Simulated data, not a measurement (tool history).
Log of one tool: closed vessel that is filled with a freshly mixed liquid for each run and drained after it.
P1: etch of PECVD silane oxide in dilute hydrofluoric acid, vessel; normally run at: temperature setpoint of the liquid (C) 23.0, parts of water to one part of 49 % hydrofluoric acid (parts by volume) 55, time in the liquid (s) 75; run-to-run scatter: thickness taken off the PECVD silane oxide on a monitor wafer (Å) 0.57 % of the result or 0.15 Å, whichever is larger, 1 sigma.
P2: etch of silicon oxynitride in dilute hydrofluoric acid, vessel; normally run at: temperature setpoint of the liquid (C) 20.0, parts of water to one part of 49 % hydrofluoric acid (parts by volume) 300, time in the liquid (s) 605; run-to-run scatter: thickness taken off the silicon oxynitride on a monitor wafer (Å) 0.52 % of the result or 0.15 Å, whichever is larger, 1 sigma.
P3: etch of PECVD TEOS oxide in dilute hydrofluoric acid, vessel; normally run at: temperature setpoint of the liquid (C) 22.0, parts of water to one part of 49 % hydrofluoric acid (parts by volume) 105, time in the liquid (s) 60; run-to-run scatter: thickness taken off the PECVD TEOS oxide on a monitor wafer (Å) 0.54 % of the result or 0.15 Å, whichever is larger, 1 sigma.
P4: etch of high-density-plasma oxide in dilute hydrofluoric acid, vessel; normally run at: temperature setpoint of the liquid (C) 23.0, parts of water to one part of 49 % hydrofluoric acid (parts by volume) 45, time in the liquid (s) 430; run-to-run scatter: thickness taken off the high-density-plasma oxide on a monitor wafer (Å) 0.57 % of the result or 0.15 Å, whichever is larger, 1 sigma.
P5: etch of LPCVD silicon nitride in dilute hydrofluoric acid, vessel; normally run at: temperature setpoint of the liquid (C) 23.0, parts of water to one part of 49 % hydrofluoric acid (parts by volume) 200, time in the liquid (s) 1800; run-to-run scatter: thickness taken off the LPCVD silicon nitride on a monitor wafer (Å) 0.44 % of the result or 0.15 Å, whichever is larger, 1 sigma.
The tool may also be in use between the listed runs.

run	hour	process that ran	temperature setpoint of the liquid (C)	parts of water to one part of 49 % hydrofluoric acid (parts by volume)	time in the liquid (s)	thickness taken off the PECVD silane oxide on a monitor wafer (Å)	thickness taken off the PECVD TEOS oxide on a monitor wafer (Å)	thickness taken off the silicon oxynitride on a monitor wafer (Å)	thickness taken off the high-density-plasma oxide on a monitor wafer (Å)	thickness taken off the LPCVD silicon nitride on a monitor wafer (Å)
1	11.5	P1	23.0	55	75	568.51				
2	22.0	P3	22.0	50	60		232.03			
3	28.9	P1	19.5	20	75	1391.60				
4	41.2	P3	28.0	105	60		130.15			
5	47.4	P2	17.0	300	605			53.3490		
6	56.4	P1	23.0	55	75	564.54				
7	65.2	P1	17.0	80	75	291.06				
8	76.4	P3	22.0	105	60		102.37			
9	82.5	P4	23.0	45	675				854.86	
10	89.0	P3	22.0	105	60		103.34			
11	102.9	P4	31.0	45	430				751.33	
12	116.8	P1	18.0	55	75	456.69				
13	127.3	P1	23.0	25	75	1294.20				
14	138.8	P4	23.0	45	430				543.89	
# hour 150.0: hydrofluoric acid flow meter replaced
15	150.2	P1	23.0	55	75	565.04				
16	158.3	P5	17.0	200	1800					34.080
17	164.3	P1	28.5	55	75	707.69				
18	170.6	P5	23.0	200	1800					50.635
19	179.0	P5	23.0	40	1800					243.830
20	185.2	P1	23.0	55	40	299.75				
21	195.9	P1	18.0	20	75	1317.70				
22	202.4	P1	23.0	95	75	309.29				
23	215.9	P2	20.0	300	30			3.1665		
24	228.1	P1	23.0	55	75	560.03				
25	235.4	P5	23.0	200	3350					94.893
26	246.8	P2	20.0	300	605			60.6350		
27	255.9	P1	23.0	55	150	1130.30				
28	264.3	P4	23.0	45	430				538.66	
29	277.9	P1	23.0	55	75	566.02				
30	291.7	P4	23.0	70	430				336.44	
31	300.5	P3	22.0	105	115		197.17			
32	311.5	P2	20.0	540	605			29.2300		
33	319.7	P1	23.0	55	75	564.22				
34	332.0	P1	23.0	55	75	593.33				
35	345.8	P1	23.0	55	75	614.29				
36	354.1	P1	23.0	55	75	616.59				
37	362.8	P1	23.0	55	75	613.29				
38	370.2	P1	23.0	55	75	610.44				
39	383.2	P1	23.0	55	75	616.55				
40	394.7	P1	23.0	55	75	624.89				

What P1 gives has crept away from where it was. These 2 causes fit the log equally well, each at the size given:
A: hydrofluoric acid flow above the setpoint (%) = 9.64
B: liquid hotter than its thermometer reads (K) = 2.4
The creep began at about hour 319.7.

4 check runs are offered, one wafer each, their results left as question marks. Which one tells the causes apart?
check 1	406.2	P2	20.0	460	605			?		
check 2	406.2	P5	17.0	200	1800					?
check 3	406.2	P3	27.5	105	60		?			
check 4	406.2	P4	31.0	45	430				?	

What each check would give under each cause:
check	result	if A	if B
check 1	thickness taken off the silicon oxynitride on a monitor wafer (Å)	40.4140	39.7770
check 2	thickness taken off the LPCVD silicon nitride on a monitor wafer (Å)	37.141	39.909
check 3	thickness taken off the PECVD TEOS oxide on a monitor wafer (Å)	141.75	139.83
check 4	thickness taken off the high-density-plasma oxide on a monitor wafer (Å)	826.90	822.44
How far apart the two closest causes lie, in the result that separates them most: check 1 1.59 %; check 2 7.19 %; check 3 1.36 %; check 4 0.54 %
Only check 2 tells the causes apart: in the others they would give nearly the same result.

Check 2 was then run and gave: thickness taken off the LPCVD silicon nitride on a monitor wafer (Å) 37.413. Which cause is it?

It is A: hydrofluoric acid flow above the setpoint (%).
